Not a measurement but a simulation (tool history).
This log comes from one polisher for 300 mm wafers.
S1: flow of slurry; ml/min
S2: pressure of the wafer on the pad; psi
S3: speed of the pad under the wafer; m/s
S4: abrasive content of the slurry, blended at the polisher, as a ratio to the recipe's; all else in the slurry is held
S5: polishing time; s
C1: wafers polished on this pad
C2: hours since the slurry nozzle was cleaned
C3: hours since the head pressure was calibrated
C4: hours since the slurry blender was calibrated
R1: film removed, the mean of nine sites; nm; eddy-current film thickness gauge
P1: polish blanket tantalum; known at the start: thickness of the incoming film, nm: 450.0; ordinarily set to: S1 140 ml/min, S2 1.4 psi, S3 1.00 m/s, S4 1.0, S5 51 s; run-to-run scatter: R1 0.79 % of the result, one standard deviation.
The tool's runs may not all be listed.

| run | hour | S1 | S2 | S3 | S4 | S5 | C1 | C2 | C3 | C4 | R1 |
|---|---|---|---|---|---|---|---|---|---|---|---|
| 1 | 9.7 | 140 | 1.4 | 1.00 | 1.0 | 51 | 779 | 62.0 | 128.9 | 198.1 | 48.963 |
| 2 | 22.9 | 85 | 0.8 | 1.00 | 1.0 | 51 | 995 | 75.2 | 142.1 | 211.3 | 25.191 |
| 3 | 29.9 | 140 | 1.4 | 1.00 | 1.0 | 51 | 1109 | 82.2 | 149.1 | 218.3 | 49.728 |
| 4 | 42.8 | 140 | 1.4 | 1.36 | 1.0 | 51 | 1319 | 95.1 | 162.0 | 231.2 | 67.976 |
| 5 | 50.4 | 140 | 1.4 | 0.46 | 1.0 | 51 | 1443 | 102.7 | 169.6 | 238.8 | 22.772 |
| 6 | 65.5 | 140 | 1.4 | 1.00 | 1.0 | 51 | 1690 | 117.8 | 184.7 | 253.9 | 49.718 |
| 7 | 77.9 | 170 | 1.4 | 1.00 | 1.0 | 32 | 1892 | 130.2 | 197.1 | 266.3 | 32.048 |
| 8 | 89.1 | 140 | 1.4 | 1.00 | 1.0 | 51 | 2075 | 141.4 | 208.3 | 277.5 | 48.849 |
| 9 | 102.0 | 140 | 1.4 | 1.00 | 1.5 | 51 | 2285 | 154.3 | 221.2 | 290.4 | 54.181 |
| 10 | 109.8 | 140 | 1.4 | 1.00 | 0.5 | 51 | 2413 | 162.1 | 229.0 | 298.2 | 38.809 |
| 11 | 123.0 | 140 | 0.6 | 1.50 | 1.0 | 51 | 2628 | 175.3 | 242.2 | 311.4 | 31.823 |
| 12 | 137.8 | 140 | 1.4 | 1.00 | 1.0 | 51 | 2869 | 190.1 | 257.0 | 326.2 | 49.344 |
| 13 | 151.1 | 205 | 1.4 | 1.00 | 1.0 | 51 | 3086 | 203.4 | 270.3 | 339.5 | 52.341 |
|  | 155.6 | slurry blender recalibrated |
| 14 | 157.9 | 140 | 1.4 | 1.00 | 1.0 | 29 | 3197 | 210.2 | 277.1 | 2.3 | 27.698 |
| 15 | 173.3 | 140 | 2.1 | 1.00 | 1.0 | 51 | 3449 | 225.6 | 292.5 | 17.7 | 74.613 |
| 16 | 187.2 | 85 | 1.4 | 1.00 | 1.0 | 51 | 3676 | 239.5 | 306.4 | 31.6 | 44.365 |
| 17 | 194.2 | 140 | 0.6 | 1.00 | 1.0 | 51 | 3790 | 246.5 | 313.4 | 38.6 | 21.354 |
| 18 | 208.3 | 140 | 1.4 | 1.00 | 1.0 | 79 | 4020 | 260.6 | 327.5 | 52.7 | 76.385 |
| 19 | 223.7 | 140 | 1.4 | 1.00 | 1.0 | 51 | 4271 | 276.0 | 342.9 | 68.1 | 48.792 |
| 20 | 231.4 | 140 | 1.4 | 1.00 | 1.0 | 51 | 4397 | 283.7 | 350.6 | 75.8 | 47.245 |
| 21 | 239.4 | 140 | 1.4 | 1.00 | 1.0 | 51 | 4527 | 291.7 | 358.6 | 83.8 | 45.980 |
|  | 253.5 | head pressure recalibrated |
| 22 | 254.1 | 140 | 1.4 | 1.00 | 1.0 | 51 | 4767 | 306.4 | 0.6 | 98.5 | 44.667 |
| 23 | 263.0 | 140 | 1.4 | 1.00 | 1.0 | 51 | 4912 | 315.3 | 9.5 | 107.4 | 44.710 |
| 24 | 269.7 | 140 | 1.4 | 1.00 | 1.0 | 51 | 5022 | 322.0 | 16.2 | 114.1 | 44.306 |
| 25 | 284.0 | 140 | 1.4 | 1.00 | 1.0 | 51 | 5255 | 336.3 | 30.5 | 128.4 | 44.538 |

What P1 gives has crept off from where it sat before. The 3 causes that follow fit the log equally well, each at the size noted:
A: abrasive missing from the slurry, % = 29.1
B: removal rate lost through wear of the pad, % = 10.5
C: slurry flow missing at the pad, % = 38.3
The process output started creeping at around hour 223.7.
Other possible causes, and why each is ruled out:
head's pressure below its setpoint, %: maintenance at hour 253.5, after the shift began, did not return the process to its former output

Each of the check runs listed below is run on 5 wafers and reports their average, with the results left as question marks. Pick the one under which the possible causes would lead to clearly different results.
| check 1 | 298.3 | 140 | 0.7 | 0.54 | 1.00 | 51 |  |  |  |  | ? |
| check 2 | 298.3 | 140 | 1.4 | 1.36 | 0.80 | 51 |  |  |  |  | ? |
| check 3 | 298.3 | 140 | 1.4 | 1.00 | 0.55 | 51 |  |  |  |  | ? |
| check 4 | 298.3 | 190 | 1.4 | 1.00 | 0.55 | 51 |  |  |  |  | ? |

Predicted outcomes, by check and by cause:
| check | result | if A | if B | if C |
|---|---|---|---|---|
| check 1 | R1 | 11.957 | 11.957 | 11.960 |
| check 2 | R1 | 55.247 | 56.211 | 56.226 |
| check 3 | R1 | 34.195 | 35.893 | 35.903 |
| check 4 | R1 | 35.901 | 37.684 | 38.715 |
Distance between the nearest two causes, measured in the result of the check that separates them most: check 1 0 %; check 2 0.03 %; check 3 0.03 %; check 4 2.7 %
Check 4 is the one run that separates the causes; every other check would come out nearly the same whichever cause is at work.

The results of check 4 are: R1 37.721 nm. Based on these, which of the listed causes is it?

B is the cause: removal rate lost through wear of the pad, %.
